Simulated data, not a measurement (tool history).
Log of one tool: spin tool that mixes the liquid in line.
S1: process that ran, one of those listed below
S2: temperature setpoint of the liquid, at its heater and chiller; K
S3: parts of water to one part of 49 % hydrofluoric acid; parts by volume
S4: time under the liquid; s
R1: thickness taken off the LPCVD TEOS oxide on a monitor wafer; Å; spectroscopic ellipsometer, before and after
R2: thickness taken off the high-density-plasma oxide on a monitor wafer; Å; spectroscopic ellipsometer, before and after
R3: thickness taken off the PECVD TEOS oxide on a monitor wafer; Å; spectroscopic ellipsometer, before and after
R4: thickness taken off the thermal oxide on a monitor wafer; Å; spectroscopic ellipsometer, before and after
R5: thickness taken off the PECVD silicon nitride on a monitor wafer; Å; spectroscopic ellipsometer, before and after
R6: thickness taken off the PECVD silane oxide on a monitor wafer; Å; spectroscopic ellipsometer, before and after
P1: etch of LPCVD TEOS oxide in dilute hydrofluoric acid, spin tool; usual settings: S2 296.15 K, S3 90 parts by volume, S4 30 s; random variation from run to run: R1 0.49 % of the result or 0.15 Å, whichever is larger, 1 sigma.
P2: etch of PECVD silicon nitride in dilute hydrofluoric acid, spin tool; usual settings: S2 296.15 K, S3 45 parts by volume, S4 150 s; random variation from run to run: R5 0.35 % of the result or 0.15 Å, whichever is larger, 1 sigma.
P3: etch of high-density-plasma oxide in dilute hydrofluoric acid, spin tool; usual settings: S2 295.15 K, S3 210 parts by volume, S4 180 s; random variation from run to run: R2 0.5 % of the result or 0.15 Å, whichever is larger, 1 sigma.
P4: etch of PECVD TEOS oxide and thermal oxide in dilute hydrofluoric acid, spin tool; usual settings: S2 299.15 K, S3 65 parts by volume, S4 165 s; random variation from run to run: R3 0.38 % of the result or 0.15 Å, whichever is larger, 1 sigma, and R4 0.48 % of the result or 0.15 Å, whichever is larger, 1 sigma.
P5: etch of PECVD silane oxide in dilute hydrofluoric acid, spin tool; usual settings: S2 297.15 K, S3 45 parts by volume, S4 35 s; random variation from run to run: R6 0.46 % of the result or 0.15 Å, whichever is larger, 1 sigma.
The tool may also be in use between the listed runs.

run	hour	S1	S2	S3	S4	R1	R2	R3	R4	R5	R6
1	12.9	P1	296.15	90	30	97.777					
2	27.5	P1	296.15	90	30	98.325					
3	34.1	P3	290.15	210	180		40.183				
4	41.8	P4	304.15	65	165			321.05	171.270		
5	55.3	P2	292.15	45	150					80.195	
6	63.8	P5	297.15	45	35						151.920
7	76.6	P3	295.15	115	180		98.614				
8	84.9	P1	296.15	90	60	194.370					
9	97.9	P4	299.15	30	165			604.67	323.500		
10	109.4	P5	297.15	45	35						151.560
11	116.5	P4	299.15	65	165			263.42	142.250		
12	127.3	P2	296.15	75	150					63.808	
13	136.0	P5	297.15	45	15						64.729
14	144.7	P2	296.15	45	295					207.290	
15	153.1	P3	295.15	210	260		69.968				
16	167.5	P2	296.15	45	150					105.440	
17	174.9	P1	296.15	90	15	48.964					
18	188.3	P1	300.65	135	30	72.899					
19	196.9	P5	297.15	70	35						94.825
20	207.8	P1	290.15	90	30	76.530					
21	220.1	P1	296.15	90	30	98.165					
22	227.1	P4	299.15	65	75			120.57	64.114		
23	238.4	P1	296.15	125	30	67.176					
24	251.7	P3	295.15	210	180		48.232				
25	258.2	P5	291.15	45	35						117.530
26	268.0	P1	302.15	90	30	124.180					
27	275.4	P1	296.15	90	30	97.270					
28	282.1	P1	296.15	50	30	184.280					
29	294.2	P1	296.15	90	30	98.056					
30	307.0	P4	299.15	65	165			264.91	142.580		
31	321.9	P1	296.15	90	30	97.890					
32	329.3	P1	296.15	90	30	99.549					
33	337.5	P1	296.15	90	30	102.910					
34	347.4	P1	296.15	90	30	103.780					
35	356.0	P1	296.15	90	30	104.380					
36	369.6	P1	296.15	90	30	104.830					
37	384.1	P1	296.15	90	30	105.640					
38	391.9	P1	296.15	90	30	105.650					

What P1 gives has crept away from where it was. These 2 causes fit the log equally well, each at the size given:
A: hydrofluoric acid flow above the setpoint (%) = 6.91
B: liquid hotter than its thermometer reads (K) = 1.86
The creep began at about hour 321.9.

4 check runs are offered, one wafer each, their results left as question marks. Which one tells the causes apart?
check 1	399.7	P5	297.15	70	35						?
check 2	399.7	P2	296.15	45	260					?	
check 3	399.7	P4	299.15	30	165			?	?		
check 4	399.7	P3	290.15	210	180		?				

What each check would give under each cause:
check	result	if A	if B
check 1	R6	101.120	101.340
check 2	R5	194.360	206.510
check 3	R3	645.60	649.84
check 3	R4	345.730	348.000
check 4	R2	43.615	43.348
How far apart the two closest causes lie, in the result that separates them most: check 1 0.22 %; check 2 6.07 %; check 3 0.65 %; check 4 0.61 %
Check 2 tells the causes apart: in the others they would give nearly the same result.

Check 2 was then run and gave: R5 207.610 Å. Which cause is it?

It is B: liquid hotter than its thermometer reads (K).
